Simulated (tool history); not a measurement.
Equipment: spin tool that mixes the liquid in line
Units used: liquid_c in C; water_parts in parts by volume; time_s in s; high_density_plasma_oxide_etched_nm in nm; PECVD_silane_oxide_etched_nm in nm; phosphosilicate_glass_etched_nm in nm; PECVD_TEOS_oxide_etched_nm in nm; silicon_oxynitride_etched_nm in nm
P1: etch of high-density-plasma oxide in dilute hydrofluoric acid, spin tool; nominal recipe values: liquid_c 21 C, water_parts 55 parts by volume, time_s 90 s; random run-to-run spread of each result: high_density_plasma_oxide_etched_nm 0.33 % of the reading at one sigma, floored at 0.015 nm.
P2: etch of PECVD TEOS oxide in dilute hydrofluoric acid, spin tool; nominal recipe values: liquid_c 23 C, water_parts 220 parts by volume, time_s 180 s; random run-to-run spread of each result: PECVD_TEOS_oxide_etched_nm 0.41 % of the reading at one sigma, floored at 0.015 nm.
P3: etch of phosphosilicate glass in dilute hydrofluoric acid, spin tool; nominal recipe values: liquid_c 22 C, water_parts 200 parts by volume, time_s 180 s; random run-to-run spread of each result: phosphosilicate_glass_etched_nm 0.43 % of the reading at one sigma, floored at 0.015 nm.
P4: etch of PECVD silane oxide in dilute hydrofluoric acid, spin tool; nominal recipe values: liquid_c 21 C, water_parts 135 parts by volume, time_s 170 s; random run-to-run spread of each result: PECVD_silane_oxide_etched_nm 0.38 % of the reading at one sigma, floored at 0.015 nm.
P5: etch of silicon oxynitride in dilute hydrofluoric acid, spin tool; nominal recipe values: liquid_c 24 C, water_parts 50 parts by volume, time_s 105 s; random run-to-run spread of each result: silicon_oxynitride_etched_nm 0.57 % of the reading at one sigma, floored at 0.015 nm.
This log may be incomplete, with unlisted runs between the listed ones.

| run | hour | process | liquid_c | water_parts | time_s | hours since the thermometer was replaced | hours since the hydrofluoric acid flow meter was replaced | high_density_plasma_oxide_etched_nm | PECVD_silane_oxide_etched_nm | phosphosilicate_glass_etched_nm | PECVD_TEOS_oxide_etched_nm | silicon_oxynitride_etched_nm |
|---|---|---|---|---|---|---|---|---|---|---|---|---|
| 1 | 12.5 | P1 | 21 | 55 | 90 | 425 | 974.7 | 7.9893 |  |  |  |  |
| 2 | 18.6 | P4 | 21 | 135 | 325 | 431.1 | 980.8 |  | 31.181 |  |  |  |
| 3 | 24.4 | P1 | 17 | 20 | 90 | 436.9 | 986.6 | 19.271 |  |  |  |  |
| 4 | 37.5 | P1 | 21 | 20 | 90 | 450 | 999.7 | 23.032 |  |  |  |  |
| 5 | 50.4 | P4 | 21 | 135 | 170 | 462.9 | 1012.6 |  | 16.244 |  |  |  |
| 6 | 61 | P3 | 22 | 35 | 180 | 473.5 | 1023.2 |  |  | 304.93 |  |  |
| 7 | 72.3 | P2 | 29.5 | 220 | 180 | 484.8 | 1034.5 |  |  |  | 8.81 |  |
| 8 | 78.2 | P1 | 29 | 55 | 90 | 490.7 | 1040.4 | 11.039 |  |  |  |  |
| 9 | 89.6 | P1 | 21 | 55 | 90 | 502.1 | 1051.8 | 7.9507 |  |  |  |  |
| 10 | 102.6 | P4 | 21 | 135 | 170 | 515.1 | 1064.8 |  | 16.153 |  |  |  |
| 11 | 114.4 | P5 | 24 | 50 | 205 | 526.9 | 1076.6 |  |  |  |  | 20.231 |
|  | 116.3 | thermometer replaced |
| 12 | 123.6 | P2 | 23 | 220 | 180 | 7.4 | 1085.8 |  |  |  | 6.9739 |  |
| 13 | 136.1 | P3 | 22 | 200 | 180 | 19.9 | 1098.3 |  |  | 44.783 |  |  |
| 14 | 148.5 | P5 | 24 | 85 | 105 | 32.3 | 1110.7 |  |  |  |  | 5.8802 |
| 15 | 159.7 | P3 | 22 | 200 | 25 | 43.5 | 1121.9 |  |  | 6.1211 |  |  |
| 16 | 168.2 | P3 | 22 | 200 | 180 | 52 | 1130.4 |  |  | 44.453 |  |  |
| 17 | 174 | P4 | 21 | 25 | 170 | 57.8 | 1136.2 |  | 99.432 |  |  |  |
| 18 | 181.4 | P1 | 21 | 55 | 15 | 65.2 | 1143.6 | 1.3367 |  |  |  |  |
| 19 | 191.3 | P1 | 21 | 55 | 90 | 75.1 | 1153.5 | 8.0064 |  |  |  |  |
| 20 | 203.2 | P1 | 21 | 95 | 90 | 87 | 1165.4 | 4.3651 |  |  |  |  |
| 21 | 214.3 | P2 | 23 | 220 | 325 | 98.1 | 1176.5 |  |  |  | 12.629 |  |
| 22 | 225.8 | P1 | 17 | 55 | 90 | 109.6 | 1188 | 6.7707 |  |  |  |  |
| 23 | 232.6 | P1 | 21 | 55 | 90 | 116.4 | 1194.8 | 8.0491 |  |  |  |  |
| 24 | 242.2 | P5 | 24 | 50 | 105 | 126 | 1204.4 |  |  |  |  | 10.338 |
| 25 | 254 | P5 | 24 | 50 | 105 | 137.8 | 1216.2 |  |  |  |  | 10.437 |
| 26 | 264.8 | P3 | 17.5 | 200 | 180 | 148.6 | 1227 |  |  | 37.289 |  |  |

Run 27 is up next; what results do you expect?
| 27 | 271.2 | P1 | 21 | 55 | 135 | 155 | 1233.4 | ? |  |  |  |  |

high_density_plasma_oxide_etched_nm: 12.107 nm
